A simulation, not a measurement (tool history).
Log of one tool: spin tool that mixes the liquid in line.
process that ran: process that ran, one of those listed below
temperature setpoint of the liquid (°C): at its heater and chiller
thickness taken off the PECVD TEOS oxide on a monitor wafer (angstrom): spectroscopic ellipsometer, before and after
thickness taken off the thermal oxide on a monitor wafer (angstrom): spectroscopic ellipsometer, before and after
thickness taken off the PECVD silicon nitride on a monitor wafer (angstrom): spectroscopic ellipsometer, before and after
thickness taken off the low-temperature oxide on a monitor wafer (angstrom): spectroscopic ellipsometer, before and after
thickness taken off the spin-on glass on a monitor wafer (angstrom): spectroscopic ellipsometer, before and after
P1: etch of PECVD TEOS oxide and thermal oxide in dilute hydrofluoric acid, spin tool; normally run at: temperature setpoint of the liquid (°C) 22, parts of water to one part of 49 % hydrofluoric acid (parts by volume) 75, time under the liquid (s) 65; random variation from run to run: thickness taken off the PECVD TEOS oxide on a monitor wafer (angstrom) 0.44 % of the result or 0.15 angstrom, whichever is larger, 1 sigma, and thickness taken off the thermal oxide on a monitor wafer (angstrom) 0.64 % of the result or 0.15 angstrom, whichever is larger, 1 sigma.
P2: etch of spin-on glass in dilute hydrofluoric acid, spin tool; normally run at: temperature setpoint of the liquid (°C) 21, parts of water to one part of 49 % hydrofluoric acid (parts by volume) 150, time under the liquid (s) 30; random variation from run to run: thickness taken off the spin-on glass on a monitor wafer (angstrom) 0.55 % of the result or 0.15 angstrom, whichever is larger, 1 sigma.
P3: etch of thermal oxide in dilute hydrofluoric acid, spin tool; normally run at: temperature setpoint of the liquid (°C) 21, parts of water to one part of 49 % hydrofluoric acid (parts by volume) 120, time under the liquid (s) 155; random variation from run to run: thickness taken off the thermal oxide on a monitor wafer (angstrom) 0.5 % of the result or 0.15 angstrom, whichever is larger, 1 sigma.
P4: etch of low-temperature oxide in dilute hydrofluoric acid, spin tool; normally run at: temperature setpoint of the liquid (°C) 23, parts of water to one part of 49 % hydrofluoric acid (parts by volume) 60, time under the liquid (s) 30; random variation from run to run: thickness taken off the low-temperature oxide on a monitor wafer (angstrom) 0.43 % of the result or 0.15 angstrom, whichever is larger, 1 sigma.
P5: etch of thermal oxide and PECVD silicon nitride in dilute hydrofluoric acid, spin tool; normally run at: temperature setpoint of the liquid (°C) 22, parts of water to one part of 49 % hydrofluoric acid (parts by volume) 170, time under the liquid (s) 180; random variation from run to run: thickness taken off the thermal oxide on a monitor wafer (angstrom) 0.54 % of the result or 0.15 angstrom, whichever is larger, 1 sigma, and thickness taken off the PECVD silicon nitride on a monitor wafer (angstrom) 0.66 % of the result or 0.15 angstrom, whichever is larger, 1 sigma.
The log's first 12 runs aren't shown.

run,hour,process that ran,temperature setpoint of the liquid (°C),parts of water to one part of 49 % hydrofluoric acid (parts by volume),time under the liquid (s),hours since the thermometer was replaced,hours since the hydrofluoric acid flow meter was replaced,thickness taken off the PECVD TEOS oxide on a monitor wafer (angstrom),thickness taken off the thermal oxide on a monitor wafer (angstrom),thickness taken off the PECVD silicon nitride on a monitor wafer (angstrom),thickness taken off the low-temperature oxide on a monitor wafer (angstrom),thickness taken off the spin-on glass on a monitor wafer (angstrom)
13,43.2,P1,25.5,75,65,27.6,328.2,82.874,47.095,,,
14,45.5,P4,23,100,30,29.9,330.5,,,,59.745,
15,47.8,P4,23,60,30,32.2,332.8,,,,105.11,
16,50,P2,21,75,30,34.4,335,,,,,112.04
17,52.2,P1,26,100,65,36.6,337.2,60.594,34.906,,,
18,56.7,P1,22,75,110,41.1,341.7,121.62,68.376,,,
19,59.9,P1,22,125,65,44.3,344.9,40.728,23.3,,,
20,62.5,P3,21,210,155,46.9,347.5,,27.299,,,
21,65,P2,21,150,30,49.4,350,,,,,51.608
22,69.3,P2,21,150,15,53.7,354.3,,,,,25.267
23,73,P5,22,80,180,57.4,358,,95.926,72.895,,
24,77.2,P4,23,60,55,61.6,362.2,,,,191.74,
25,80.2,P2,28.5,150,30,64.6,365.2,,,,,68.686
26,84.5,P1,22,75,15,68.9,369.5,16.785,9.5048,,,
27,89,P3,17,120,155,73.4,374,,45.184,,,

Run 28 comes next. What will it give?
28,93.7,P3,21,120,155,78.1,378.7,,?,,,

Run 28 gave thickness taken off the thermal oxide on a monitor wafer (angstrom) 53.66.
